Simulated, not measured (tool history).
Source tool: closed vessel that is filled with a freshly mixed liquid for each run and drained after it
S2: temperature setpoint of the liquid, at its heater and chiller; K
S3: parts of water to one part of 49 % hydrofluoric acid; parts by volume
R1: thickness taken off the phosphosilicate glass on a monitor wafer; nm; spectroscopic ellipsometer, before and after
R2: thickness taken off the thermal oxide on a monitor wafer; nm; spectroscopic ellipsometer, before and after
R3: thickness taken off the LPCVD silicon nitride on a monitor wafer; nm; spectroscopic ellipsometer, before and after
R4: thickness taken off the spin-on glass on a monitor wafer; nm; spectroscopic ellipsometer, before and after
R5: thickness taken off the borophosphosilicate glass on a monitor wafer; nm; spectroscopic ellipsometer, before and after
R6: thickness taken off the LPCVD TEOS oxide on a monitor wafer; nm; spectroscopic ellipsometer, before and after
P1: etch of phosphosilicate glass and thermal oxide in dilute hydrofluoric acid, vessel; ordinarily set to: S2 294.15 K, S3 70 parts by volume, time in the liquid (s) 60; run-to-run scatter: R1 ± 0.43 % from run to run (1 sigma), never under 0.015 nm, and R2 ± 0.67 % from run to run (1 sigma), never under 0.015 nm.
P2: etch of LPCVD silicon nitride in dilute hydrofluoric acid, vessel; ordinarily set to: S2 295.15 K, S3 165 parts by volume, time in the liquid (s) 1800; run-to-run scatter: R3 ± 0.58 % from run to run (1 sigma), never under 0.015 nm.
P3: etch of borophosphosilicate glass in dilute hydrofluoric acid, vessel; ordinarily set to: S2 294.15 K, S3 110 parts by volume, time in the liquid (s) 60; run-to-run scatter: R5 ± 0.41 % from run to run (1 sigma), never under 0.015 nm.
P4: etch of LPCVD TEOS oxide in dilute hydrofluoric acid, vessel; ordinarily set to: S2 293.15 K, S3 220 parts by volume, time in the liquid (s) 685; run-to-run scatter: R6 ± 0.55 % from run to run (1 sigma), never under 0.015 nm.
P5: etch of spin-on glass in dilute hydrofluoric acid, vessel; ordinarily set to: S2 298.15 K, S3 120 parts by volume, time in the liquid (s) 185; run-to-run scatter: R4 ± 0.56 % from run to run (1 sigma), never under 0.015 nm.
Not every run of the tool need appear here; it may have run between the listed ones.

run 1 hour=8.5 | process_that_ran=P1 S2=294.15 S3=70 time_in_the_liquid_(s)=60 | R1=161.13 R2=3.8669
run 2 hour=22.8 | process_that_ran=P1 S2=294.15 S3=70 time_in_the_liquid_(s)=30 | R1=80.352 R2=1.9204
run 3 hour=35.1 | process_that_ran=P2 S2=295.15 S3=55 time_in_the_liquid_(s)=1800 | R3=15.426
run 4 hour=48 | process_that_ran=P5 S2=298.15 S3=120 time_in_the_liquid_(s)=185 | R4=56.47
run 5 hour=67 | process_that_ran=P1 S2=294.15 S3=70 time_in_the_liquid_(s)=60 | R1=161.69 R2=3.8747
run 6 hour=83.1 | process_that_ran=P1 S2=290.15 S3=70 time_in_the_liquid_(s)=30 | R1=67.807 R2=1.6423
run 7 hour=102 | process_that_ran=P5 S2=290.65 S3=120 time_in_the_liquid_(s)=185 | R4=42.627
run 8 hour=114.9 | process_that_ran=P3 S2=302.15 S3=110 time_in_the_liquid_(s)=60 | R5=39.343
run 9 hour=124.6 | process_that_ran=P4 S2=293.15 S3=220 time_in_the_liquid_(s)=220 | R6=16.25
run 10 hour=140.3 | process_that_ran=P1 S2=300.15 S3=70 time_in_the_liquid_(s)=60 | R1=205.08 R2=4.9425
run 11 hour=158 | process_that_ran=P2 S2=295.15 S3=165 time_in_the_liquid_(s)=1800 | R3=5.2393
run 12 hour=166.6 | process_that_ran=P4 S2=290.15 S3=220 time_in_the_liquid_(s)=685 | R6=45.126
run 13 hour=183.5 | process_that_ran=P4 S2=293.15 S3=220 time_in_the_liquid_(s)=685 | R6=50.834
run 14 hour=197.4 | process_that_ran=P2 S2=295.15 S3=165 time_in_the_liquid_(s)=745 | R3=2.1816
run 15 hour=206.9 | process_that_ran=P1 S2=294.15 S3=70 time_in_the_liquid_(s)=60 | R1=160.58 R2=3.9408
run 16 hour=216.4 | process_that_ran=P3 S2=294.15 S3=110 time_in_the_liquid_(s)=60 | R5=28.992
run 17 hour=230.8 | process_that_ran=P5 S2=298.15 S3=120 time_in_the_liquid_(s)=325 | R4=99.023
run 18 hour=240 | process_that_ran=P1 S2=290.15 S3=70 time_in_the_liquid_(s)=30 | R1=68.294 R2=1.6318
-- hour=248.7 thermometer replaced
run 19 hour=252.8 | process_that_ran=P4 S2=293.15 S3=75 time_in_the_liquid_(s)=685 | R6=173.59
run 20 hour=262.1 | process_that_ran=P1 S2=294.15 S3=70 time_in_the_liquid_(s)=60 | R1=161.31 R2=3.9113
run 21 hour=273.1 | process_that_ran=P2 S2=301.15 S3=165 time_in_the_liquid_(s)=1800 | R3=7.6523
run 22 hour=281.5 | process_that_ran=P3 S2=294.15 S3=110 time_in_the_liquid_(s)=60 | R5=29.251
run 23 hour=297.4 | process_that_ran=P1 S2=290.15 S3=70 time_in_the_liquid_(s)=60 | R1=136.01 R2=3.2523
run 24 hour=306.7 | process_that_ran=P1 S2=294.15 S3=35 time_in_the_liquid_(s)=60 | R1=338.79 R2=8.0972
run 25 hour=316.3 | process_that_ran=P5 S2=298.15 S3=20 time_in_the_liquid_(s)=185 | R4=388.94
run 26 hour=335.3 | process_that_ran=P1 S2=294.15 S3=100 time_in_the_liquid_(s)=60 | R1=109.09 R2=2.6666
run 27 hour=354.3 | process_that_ran=P1 S2=294.15 S3=70 time_in_the_liquid_(s)=60 | R1=160.98 R2=3.9224
run 28 hour=369.9 | process_that_ran=P3 S2=294.15 S3=110 time_in_the_liquid_(s)=35 | R5=16.948
run 29 hour=384.7 | process_that_ran=P3 S2=294.15 S3=25 time_in_the_liquid_(s)=60 | R5=140.27
run 30 hour=398.6 | process_that_ran=P1 S2=294.15 S3=70 time_in_the_liquid_(s)=95 | R1=253.97 R2=6.1619
run 31 hour=416.2 | process_that_ran=P1 S2=294.15 S3=70 time_in_the_liquid_(s)=60 | R1=162.48 R2=3.8925
run 32 hour=427.1 | process_that_ran=P1 S2=294.15 S3=70 time_in_the_liquid_(s)=60 | R1=156.62 R2=3.7981
run 33 hour=440.2 | process_that_ran=P1 S2=294.15 S3=70 time_in_the_liquid_(s)=60 | R1=152.22 R2=3.7078
run 34 hour=453 | process_that_ran=P1 S2=294.15 S3=70 time_in_the_liquid_(s)=60 | R1=150.33 R2=3.6465
run 35 hour=462.8 | process_that_ran=P1 S2=294.15 S3=70 time_in_the_liquid_(s)=60 | R1=148.9 R2=3.5845
run 36 hour=475.8 | process_that_ran=P1 S2=294.15 S3=70 time_in_the_liquid_(s)=60 | R1=146.8 R2=3.5191
run 37 hour=487.4 | process_that_ran=P1 S2=294.15 S3=70 time_in_the_liquid_(s)=60 | R1=146.34 R2=3.5873
run 38 hour=504.3 | process_that_ran=P1 S2=294.15 S3=70 time_in_the_liquid_(s)=60 | R1=146.32 R2=3.5685
run 39 hour=513.5 | process_that_ran=P1 S2=294.15 S3=70 time_in_the_liquid_(s)=60 | R1=145.38 R2=3.5347
run 40 hour=523.1 | process_that_ran=P1 S2=294.15 S3=70 time_in_the_liquid_(s)=60 | R1=145.9 R2=3.582
run 41 hour=541.3 | process_that_ran=P1 S2=294.15 S3=70 time_in_the_liquid_(s)=60 | R1=145.12 R2=3.565

P1 has crept away from where it was. The log is fitted equally well by each of these 2 causes, at the sizes shown:
A: hydrofluoric acid flow below the setpoint (%) = 8.94
B: liquid colder than its thermometer reads (K) = 2.43
The onset of the drift is placed at about hour 416.2.

The check runs listed below each take one wafer, and their results are still question marks. Under which run would the listed causes lead to clearly different results?
run check 1 hour=559.5 | process_that_ran=P3 S2=301.65 S3=30 time_in_the_liquid_(s)=60 | R5=?
run check 2 hour=559.5 | process_that_ran=P2 S2=295.15 S3=105 time_in_the_liquid_(s)=970 | R3=?
run check 3 hour=559.5 | process_that_ran=P4 S2=293.15 S3=100 time_in_the_liquid_(s)=310 | R6=?
run check 4 hour=559.5 | process_that_ran=P5 S2=298.15 S3=50 time_in_the_liquid_(s)=280 | R4=?

If the cause were each of the candidates in turn, the checks would give the following:
check=check_1 result=R5 if_A=144.97 if_B=144.83
check=check_2 result=R3 if_A=4.0343 if_B=3.7536
check=check_3 result=R6 if_A=51.422 if_B=51.611
check=check_4 result=R4 if_A=204.59 if_B=204.62
Distance between the nearest two causes, measured in the result of the check that separates them most: check 1 0.1 %; check 2 7.21 %; check 3 0.37 %; check 4 0.02 %
Check 2 tells the causes apart: in the others they would give nearly the same result.

Running check 2 produced the following: R3 3.7862 nm. Which one of the listed causes fits?

Of the candidate causes, it is B: liquid colder than its thermometer reads (K).

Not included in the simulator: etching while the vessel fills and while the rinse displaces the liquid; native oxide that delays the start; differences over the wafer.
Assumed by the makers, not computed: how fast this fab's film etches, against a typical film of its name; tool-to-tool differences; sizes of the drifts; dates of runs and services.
